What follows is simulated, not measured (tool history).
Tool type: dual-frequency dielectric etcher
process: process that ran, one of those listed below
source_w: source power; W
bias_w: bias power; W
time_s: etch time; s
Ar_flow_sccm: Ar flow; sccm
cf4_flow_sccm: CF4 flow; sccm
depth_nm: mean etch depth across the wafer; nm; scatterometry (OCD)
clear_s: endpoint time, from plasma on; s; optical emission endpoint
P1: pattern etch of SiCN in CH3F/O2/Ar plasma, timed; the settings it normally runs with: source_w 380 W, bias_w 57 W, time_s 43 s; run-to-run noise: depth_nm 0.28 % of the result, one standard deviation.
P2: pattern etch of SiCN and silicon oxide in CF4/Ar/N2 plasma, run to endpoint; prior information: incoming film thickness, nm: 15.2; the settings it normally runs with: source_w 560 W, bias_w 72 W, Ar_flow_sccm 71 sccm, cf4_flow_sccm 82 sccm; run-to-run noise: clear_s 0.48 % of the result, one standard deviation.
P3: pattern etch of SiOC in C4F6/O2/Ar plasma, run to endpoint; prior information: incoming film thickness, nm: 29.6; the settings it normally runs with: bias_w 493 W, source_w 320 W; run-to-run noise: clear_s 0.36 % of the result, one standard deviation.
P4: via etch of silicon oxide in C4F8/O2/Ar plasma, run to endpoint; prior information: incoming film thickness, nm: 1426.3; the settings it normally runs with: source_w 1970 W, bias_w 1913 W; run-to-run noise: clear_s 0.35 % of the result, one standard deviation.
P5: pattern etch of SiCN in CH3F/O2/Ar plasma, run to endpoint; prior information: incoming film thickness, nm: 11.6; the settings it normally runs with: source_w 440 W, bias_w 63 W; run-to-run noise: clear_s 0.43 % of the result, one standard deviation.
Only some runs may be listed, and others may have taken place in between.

run,day,process,source_w,bias_w,time_s,Ar_flow_sccm,cf4_flow_sccm,hours since the last wet clean,hours since the last source power generator calibration,hours since the last bias power generator calibration,depth_nm,clear_s
1,0.6,P1,380,57,43,,,511.4,464.7,3070.1,14.159,
2,0.917,P1,380,34,43,,,519,472.3,3077.7,12.101,
3,1.242,P1,380,57,43,,,526.8,480.1,3085.5,14.275,
4,1.621,P2,790,72,,71,82,535.9,489.2,3094.6,,10.226
5,2,P4,1970,1913,,,,545,498.3,3103.7,,282.36
6,2.371,P5,440,63,,,,553.9,507.2,3112.6,,30.872
7,2.692,P3,320,493,,,,561.6,514.9,3120.3,,10.596
8,2.988,P1,450,57,43,,,568.7,522,3127.4,15.097,
9,3.312,P3,320,690,,,,576.5,529.8,3135.2,,9.3149
10,3.746,P2,560,101,,71,82,586.9,540.2,3145.6,,12.455
11,4.096,P1,380,57,43,,,595.3,548.6,3154,14.166,
12,4.604,P1,380,75,43,,,607.5,560.8,3166.2,15.614,
13,4.946,P1,380,57,55.5,,,615.7,569,3174.4,18.327,
14,5.504,P1,280,57,57.5,,,629.1,582.4,3187.8,16.899,
15,5.896,P1,380,57,24,,,638.5,591.8,3197.2,7.8755,
16,6.479,P4,1230,1913,,,,652.5,605.8,3211.2,,342.35
17,6.883,P1,270,57,43,,,662.2,615.5,3220.9,12.477,
18,7.383,P5,620,63,,,,674.2,627.5,3232.9,,26.858
19,7.942,P2,560,72,,49,82,687.6,640.9,3246.3,,13.294
20,8.354,P5,440,39,,,,697.5,650.8,3256.2,,36.221
21,8.638,P3,320,493,,,,704.3,657.6,3263,,10.62
22,8.958,P5,440,63,,,,712,665.3,3270.7,,30.897
23,9.425,P1,380,57,43,,,723.2,676.5,3281.9,14.258,
24,9.875,P2,560,72,,71,110,734,687.3,3292.7,,13.537
25,10.442,P3,440,493,,,,747.6,700.9,3306.3,,9.4109
26,10.971,P4,1970,1913,,,,760.3,713.6,3319,,283.7
27,11.575,P2,560,72,,71,82,774.8,728.1,3333.5,,13.899
28,11.988,P4,1970,1222,,,,784.7,738,3343.4,,320.29
29,12.358,P2,560,72,,71,82,793.6,746.9,3352.3,,14.036
30,12.854,P1,380,57,43,,,805.5,758.8,3364.2,14.18,
31,13.333,P1,380,57,43,,,817,770.3,3375.7,14.062,
32,13.925,P1,380,57,43,,,831.2,784.5,3389.9,14.104,
33,14.396,P1,380,57,43,,,842.5,795.8,3401.2,14.112,
34,14.942,P1,380,57,43,,,855.6,808.9,3414.3,13.992,
35,15.367,P1,380,57,43,,,865.8,819.1,3424.5,13.998,
# day 15.733: wet clean of the chamber
36,15.862,P1,380,57,43,,,3.2,831,3436.4,14.062,
37,16.158,P1,380,57,43,,,10.3,838.1,3443.5,14.003,
38,16.612,P1,380,57,43,,,21.2,849,3454.4,13.964,
39,16.9,P1,380,57,43,,,28.1,855.9,3461.3,13.918,

What P1 gives has crept off from where it sat before. The 2 causes that follow fit the log equally well, each at the size noted:
A: source power that arrives under what is set, % = 3.54
B: bias power that arrives under what is set, % = 4.02
The process output started creeping at around day 12.854.
Every other cause this tool's parts could produce, and why it does not fit the log:
chamber walls in a state that lowers the etch rate, %: work on it at day 15.733, done after the drift set in, did not restore what the process gave before

Each of the check runs listed below is run on 3 wafers and reports their average, with the results left as question marks. Pick the one under which the possible causes would lead to clearly different results.
check 1,17.188,P2,770,72,,54,82,,,,,?
check 2,17.188,P3,410,687,,,,,,,,?
check 3,17.188,P4,1350,1254,,,,,,,,?
check 4,17.188,P5,610,43,,,,,,,,?

What every check run would give for each of its results, assuming each possible cause in turn:
check,result,if A,if B
check 1,clear_s,10.465,10.253
check 2,clear_s,8.6364,8.6607
check 3,clear_s,375.41,373.96
check 4,clear_s,31.167,31.1
Separation of the two closest causes in each check, using whichever result separates them best: check 1 2.05 %; check 2 0.28 %; check 3 0.39 %; check 4 0.21 %
The causes can be told apart only by check 1. The other checks would give nearly the same results under each of them.

Then check 1 was run and gave: clear_s 10.241 s. Which cause is it?

It was cause B: bias power that arrives under what is set, %.
